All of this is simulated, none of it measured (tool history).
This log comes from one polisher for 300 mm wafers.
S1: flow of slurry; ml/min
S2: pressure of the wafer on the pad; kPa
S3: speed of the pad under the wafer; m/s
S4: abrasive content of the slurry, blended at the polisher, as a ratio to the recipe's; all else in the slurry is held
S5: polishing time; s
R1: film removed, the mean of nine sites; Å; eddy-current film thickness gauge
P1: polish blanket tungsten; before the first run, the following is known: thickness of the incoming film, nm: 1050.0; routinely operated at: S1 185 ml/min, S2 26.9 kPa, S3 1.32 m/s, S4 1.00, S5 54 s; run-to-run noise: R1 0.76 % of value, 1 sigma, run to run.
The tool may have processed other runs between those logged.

{"run": 1, "hour": 10.2, "S1": 185, "S2": 26.9, "S3": 1.32, "S4": 1.0, "S5": 54, "R1": 4171.3}
{"run": 2, "hour": 19.4, "S1": 185, "S2": 26.9, "S3": 1.32, "S4": 1.0, "S5": 54, "R1": 4155.5}
{"run": 3, "hour": 31.4, "S1": 185, "S2": 13.1, "S3": 1.32, "S4": 1.0, "S5": 54, "R1": 2032.2}
{"run": 4, "hour": 46.0, "S1": 185, "S2": 26.9, "S3": 1.98, "S4": 1.0, "S5": 54, "R1": 6195.7}
{"hour": 47.5, "done": "worn pad replaced by a new one"}
{"run": 5, "hour": 56.9, "S1": 185, "S2": 26.9, "S3": 1.68, "S4": 1.4, "S5": 54, "R1": 5770.3}
{"run": 6, "hour": 65.7, "S1": 185, "S2": 26.9, "S3": 1.32, "S4": 1.0, "S5": 54, "R1": 4131.1}
{"run": 7, "hour": 80.6, "S1": 110, "S2": 26.9, "S3": 1.32, "S4": 1.0, "S5": 27, "R1": 1880.4}
{"hour": 86.7, "done": "head pressure recalibrated"}
{"run": 8, "hour": 92.1, "S1": 185, "S2": 26.9, "S3": 1.32, "S4": 1.5, "S5": 54, "R1": 4544.0}
{"run": 9, "hour": 98.8, "S1": 185, "S2": 26.9, "S3": 1.32, "S4": 1.0, "S5": 54, "R1": 4174.9}
{"run": 10, "hour": 105.6, "S1": 185, "S2": 26.9, "S3": 1.32, "S4": 1.0, "S5": 54, "R1": 4145.9}
{"hour": 112.8, "done": "slurry nozzle cleaned"}
{"run": 11, "hour": 113.6, "S1": 185, "S2": 26.9, "S3": 1.32, "S4": 1.0, "S5": 31, "R1": 2373.9}
{"hour": 121.0, "done": "slurry tank refilled with fresh slurry and peroxide"}
{"run": 12, "hour": 126.6, "S1": 185, "S2": 26.9, "S3": 1.32, "S4": 1.0, "S5": 54, "R1": 4131.9}
{"run": 13, "hour": 134.5, "S1": 185, "S2": 26.9, "S3": 1.32, "S4": 1.0, "S5": 54, "R1": 4132.7}
{"run": 14, "hour": 142.7, "S1": 185, "S2": 26.9, "S3": 1.32, "S4": 1.0, "S5": 80, "R1": 6154.4}
{"run": 15, "hour": 156.2, "S1": 270, "S2": 26.9, "S3": 1.32, "S4": 1.0, "S5": 54, "R1": 4344.1}
{"run": 16, "hour": 165.1, "S1": 185, "S2": 26.9, "S3": 0.6, "S4": 1.0, "S5": 54, "R1": 1870.1}
{"run": 17, "hour": 179.9, "S1": 185, "S2": 26.9, "S3": 1.32, "S4": 0.75, "S5": 54, "R1": 3889.3}
{"run": 18, "hour": 193.7, "S1": 185, "S2": 42.7, "S3": 1.32, "S4": 1.0, "S5": 54, "R1": 6627.5}
{"run": 19, "hour": 203.0, "S1": 110, "S2": 26.9, "S3": 1.32, "S4": 1.0, "S5": 54, "R1": 3733.3}
{"run": 20, "hour": 216.9, "S1": 185, "S2": 26.9, "S3": 1.32, "S4": 1.0, "S5": 54, "R1": 4124.1}
{"run": 21, "hour": 223.7, "S1": 185, "S2": 26.9, "S3": 1.32, "S4": 1.0, "S5": 54, "R1": 4042.4}
{"run": 22, "hour": 235.5, "S1": 185, "S2": 26.9, "S3": 1.32, "S4": 1.0, "S5": 54, "R1": 3931.1}
{"hour": 244.8, "done": "slurry tank refilled with fresh slurry and peroxide"}
{"run": 23, "hour": 247.6, "S1": 185, "S2": 26.9, "S3": 1.32, "S4": 1.0, "S5": 54, "R1": 3869.9}
{"hour": 259.4, "done": "worn pad replaced by a new one"}
{"hour": 261.5, "done": "slurry blender recalibrated"}
{"run": 24, "hour": 262.3, "S1": 185, "S2": 26.9, "S3": 1.32, "S4": 1.0, "S5": 54, "R1": 3890.2}
{"run": 25, "hour": 269.9, "S1": 185, "S2": 26.9, "S3": 1.32, "S4": 1.0, "S5": 54, "R1": 3849.7}
{"run": 26, "hour": 281.1, "S1": 185, "S2": 26.9, "S3": 1.32, "S4": 1.0, "S5": 54, "R1": 3818.8}
{"run": 27, "hour": 288.0, "S1": 185, "S2": 26.9, "S3": 1.32, "S4": 1.0, "S5": 54, "R1": 3820.5}

What P1 gives has crept off from where it sat before. The 2 causes that follow fit the log equally well, each at the size noted:
A: slurry flow missing at the pad, % = 37.6
B: head's pressure below its setpoint, % = 8.02
Creep in the process output first set in at about hour 216.9.
Each remaining cause and why it is not a fit:
removal rate lost through wear of the pad, %: serviced at hour 259.4, after the change had begun; the process did not return to its earlier output
abrasive missing from the slurry, %: serviced at hour 261.5, after the change had begun; the process did not return to its earlier output
peroxide lost from the slurry, %: serviced at hour 244.8, after the change had begun; the process did not return to its earlier output

Consider the 4 check runs below, whose results appear as question marks and each of which averages 2 wafers. Which one distinguishes the causes, in that each cause would give it a clearly different result?
{"run": "check 1", "hour": 294.9, "S1": 185, "S2": 26.9, "S3": 1.96, "S4": 1.0, "S5": 54, "R1": "?"}
{"run": "check 2", "hour": 294.9, "S1": 185, "S2": 33.1, "S3": 1.32, "S4": 1.0, "S5": 54, "R1": "?"}
{"run": "check 3", "hour": 294.9, "S1": 110, "S2": 26.9, "S3": 0.72, "S4": 1.0, "S5": 54, "R1": "?"}
{"run": "check 4", "hour": 294.9, "S1": 185, "S2": 35.2, "S3": 0.88, "S4": 1.0, "S5": 54, "R1": "?"}

What each check would give under each cause:
check=check_1 result=R1 if_A=5674.0 if_B=5674.9
check=check_2 result=R1 if_A=4703.1 if_B=4703.8
check=check_3 result=R1 if_A=1804.8 if_B=1896.6
check=check_4 result=R1 if_A=3331.4 if_B=3331.9
Per-check spread between the two closest causes, in the result where they differ most: check 1 0.02 %; check 2 0.02 %; check 3 4.96 %; check 4 0.02 %
Check 3 tells the causes apart: in the others they would give nearly the same result.

Check 3 was then run and gave: R1 1794.9 Å. Which cause is it?

It is A: slurry flow missing at the pad, %.
